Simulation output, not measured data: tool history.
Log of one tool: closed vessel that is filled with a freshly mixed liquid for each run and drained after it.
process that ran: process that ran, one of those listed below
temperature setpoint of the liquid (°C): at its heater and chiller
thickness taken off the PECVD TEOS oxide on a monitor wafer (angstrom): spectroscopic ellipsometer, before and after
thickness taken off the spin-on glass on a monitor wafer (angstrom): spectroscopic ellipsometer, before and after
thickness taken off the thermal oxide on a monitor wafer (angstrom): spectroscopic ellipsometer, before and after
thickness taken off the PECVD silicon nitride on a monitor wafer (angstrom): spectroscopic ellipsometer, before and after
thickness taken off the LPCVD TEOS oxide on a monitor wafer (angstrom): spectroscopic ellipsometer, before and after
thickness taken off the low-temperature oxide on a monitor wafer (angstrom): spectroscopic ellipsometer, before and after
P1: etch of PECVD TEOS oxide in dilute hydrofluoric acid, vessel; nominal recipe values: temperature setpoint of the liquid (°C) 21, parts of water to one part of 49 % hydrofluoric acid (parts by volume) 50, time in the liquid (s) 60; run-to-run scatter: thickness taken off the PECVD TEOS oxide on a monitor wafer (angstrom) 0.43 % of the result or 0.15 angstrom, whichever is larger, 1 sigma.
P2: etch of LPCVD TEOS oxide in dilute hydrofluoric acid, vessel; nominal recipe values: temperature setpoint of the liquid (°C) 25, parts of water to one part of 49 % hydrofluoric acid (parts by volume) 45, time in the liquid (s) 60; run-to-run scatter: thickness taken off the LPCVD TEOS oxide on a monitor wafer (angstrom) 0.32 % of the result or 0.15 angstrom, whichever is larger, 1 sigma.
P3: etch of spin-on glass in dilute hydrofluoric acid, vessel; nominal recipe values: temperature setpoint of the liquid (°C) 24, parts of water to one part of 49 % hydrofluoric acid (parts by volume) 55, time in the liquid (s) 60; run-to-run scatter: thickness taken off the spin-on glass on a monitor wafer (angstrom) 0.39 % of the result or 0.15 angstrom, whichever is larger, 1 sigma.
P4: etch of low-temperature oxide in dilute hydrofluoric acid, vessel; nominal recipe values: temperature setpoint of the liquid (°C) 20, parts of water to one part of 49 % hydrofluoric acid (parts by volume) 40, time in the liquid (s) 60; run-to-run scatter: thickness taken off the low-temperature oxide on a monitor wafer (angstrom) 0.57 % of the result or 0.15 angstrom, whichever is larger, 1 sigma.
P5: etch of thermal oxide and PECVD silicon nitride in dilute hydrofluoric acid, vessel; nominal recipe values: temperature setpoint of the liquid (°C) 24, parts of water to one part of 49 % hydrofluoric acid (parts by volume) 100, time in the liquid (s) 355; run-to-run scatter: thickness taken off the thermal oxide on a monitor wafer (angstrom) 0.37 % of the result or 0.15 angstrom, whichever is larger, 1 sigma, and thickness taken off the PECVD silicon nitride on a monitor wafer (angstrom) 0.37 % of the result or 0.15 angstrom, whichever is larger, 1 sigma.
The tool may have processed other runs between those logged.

run,hour,process that ran,temperature setpoint of the liquid (°C),parts of water to one part of 49 % hydrofluoric acid (parts by volume),time in the liquid (s),hours since the thermometer was replaced,hours since the hydrofluoric acid flow meter was replaced,thickness taken off the PECVD TEOS oxide on a monitor wafer (angstrom),thickness taken off the spin-on glass on a monitor wafer (angstrom),thickness taken off the thermal oxide on a monitor wafer (angstrom),thickness taken off the PECVD silicon nitride on a monitor wafer (angstrom),thickness taken off the LPCVD TEOS oxide on a monitor wafer (angstrom),thickness taken off the low-temperature oxide on a monitor wafer (angstrom)
1,6.4,P1,21,50,60,227.7,1095.2,232.28,,,,,
2,16.8,P1,21,50,100,238.1,1105.6,386.33,,,,,
3,29.1,P3,24,55,60,250.4,1117.9,,507.06,,,,
4,37.9,P5,24,100,355,259.2,1126.7,,,143.76,89.314,,
5,47.9,P1,28,50,30,269.2,1136.7,155.31,,,,,
6,57.1,P5,24,25,355,278.4,1145.9,,,632.74,344.25,,
7,65.9,P5,24,100,355,287.2,1154.7,,,143.26,88.428,,
8,75.6,P5,24,100,550,296.9,1164.4,,,221.94,138.05,,
9,85.1,P2,25,45,60,306.4,1173.9,,,,,248.26,
10,92,P1,21,20,60,313.3,1180.8,599.84,,,,,
11,99.4,P4,20,40,60,320.7,1188.2,,,,,,205.64
12,108.2,P1,21,85,60,329.5,1197,130.41,,,,,
13,119.7,P4,26,40,60,341,1208.5,,,,,,267.08
14,127.3,P3,24,100,60,348.6,1216.1,,263.85,,,,
15,134.7,P3,24,55,60,356,1223.5,,504.36,,,,
16,143.6,P1,21,50,60,364.9,1232.4,231.06,,,,,
17,154.9,P3,17,55,60,376.2,1243.7,,377.08,,,,
18,167.1,P1,21,50,60,388.4,1255.9,232.19,,,,,
19,178.6,P1,21,50,30,399.9,1267.4,115.93,,,,,
20,187.7,P4,20,40,30,409,1276.5,,,,,,102.7
21,194.2,P2,25,45,110,415.5,1283,,,,,454.49,
22,206.3,P4,20,60,60,427.6,1295.1,,,,,,133.67
23,220.1,P1,17,50,60,441.4,1308.9,195.94,,,,,
24,233.8,P1,29,50,60,455.1,1322.6,318.53,,,,,
25,246.1,P2,19.5,45,60,467.4,1334.9,,,,,198.06,
26,253.7,P1,21,50,60,475,1342.5,230.85,,,,,
27,262.2,P2,25,25,60,483.5,1351,,,,,459.47,
28,272.5,P1,17.5,85,60,493.8,1361.3,113.14,,,,,
29,284.6,P1,27,50,30,505.9,1373.4,148.66,,,,,
30,297.5,P1,21,50,60,518.8,1386.3,231.7,,,,,
31,307.7,P5,17,100,355,529,1396.5,,,108.36,55.094,,
32,316.7,P3,24,55,30,538,1405.5,,252.86,,,,
33,330.8,P1,21,50,60,552.1,1419.6,230.46,,,,,
34,342.8,P1,21,50,60,564.1,1431.6,223.79,,,,,
35,356.5,P1,21,50,60,577.8,1445.3,217.2,,,,,
36,362.7,P1,21,50,60,584,1451.5,219.26,,,,,
37,369.4,P1,21,50,60,590.7,1458.2,215.79,,,,,
38,379.6,P1,21,50,60,600.9,1468.4,214.25,,,,,
39,391.4,P1,21,50,60,612.7,1480.2,212.3,,,,,
40,401.3,P1,21,50,60,622.6,1490.1,213.29,,,,,
41,412.3,P1,21,50,60,633.6,1501.1,211.73,,,,,
42,421.7,P1,21,50,60,643,1510.5,211.95,,,,,
43,427.8,P1,21,50,60,649.1,1516.6,211.67,,,,,
44,434.9,P1,21,50,60,656.2,1523.7,211.51,,,,,

P1 has crept away from where it was. The log is fitted equally well by each of these 2 causes, at the sizes shown:
A: hydrofluoric acid flow below the setpoint (%) = 8.05
B: liquid colder than its thermometer reads (K) = 2.11
The drift started at roughly hour 330.8.

4 check runs are offered, one wafer each, their results left as question marks. Which one tells the causes apart?
check 1,442,P2,25,45,60,,,,,,,?,
check 2,442,P3,24,55,60,,,,?,,,,
check 3,442,P5,24,100,355,,,,,?,?,,
check 4,442,P4,20,40,60,,,,,,,,?

How each check would come out, cause by cause:
check,result,if A,if B
check 1,thickness taken off the LPCVD TEOS oxide on a monitor wafer (angstrom),226.81,227.28
check 2,thickness taken off the spin-on glass on a monitor wafer (angstrom),464.12,465.57
check 3,thickness taken off the thermal oxide on a monitor wafer (angstrom),130.72,132.05
check 3,thickness taken off the PECVD silicon nitride on a monitor wafer (angstrom),81.961,77.388
check 4,thickness taken off the low-temperature oxide on a monitor wafer (angstrom),188.19,187.65
Smallest distance between any two causes, each pair judged by its most separating result, in per cent: check 1 0.21 %; check 2 0.31 %; check 3 5.74 %; check 4 0.29 %
The other checks would show nearly matching results whichever cause is true, so check 3 is the only one that separates the causes.

Check 3 was then run and gave: thickness taken off the thermal oxide on a monitor wafer (angstrom) 131.07; thickness taken off the PECVD silicon nitride on a monitor wafer (angstrom) 76.757. Which cause is it?

The correct cause is B, namely: liquid colder than its thermometer reads (K).
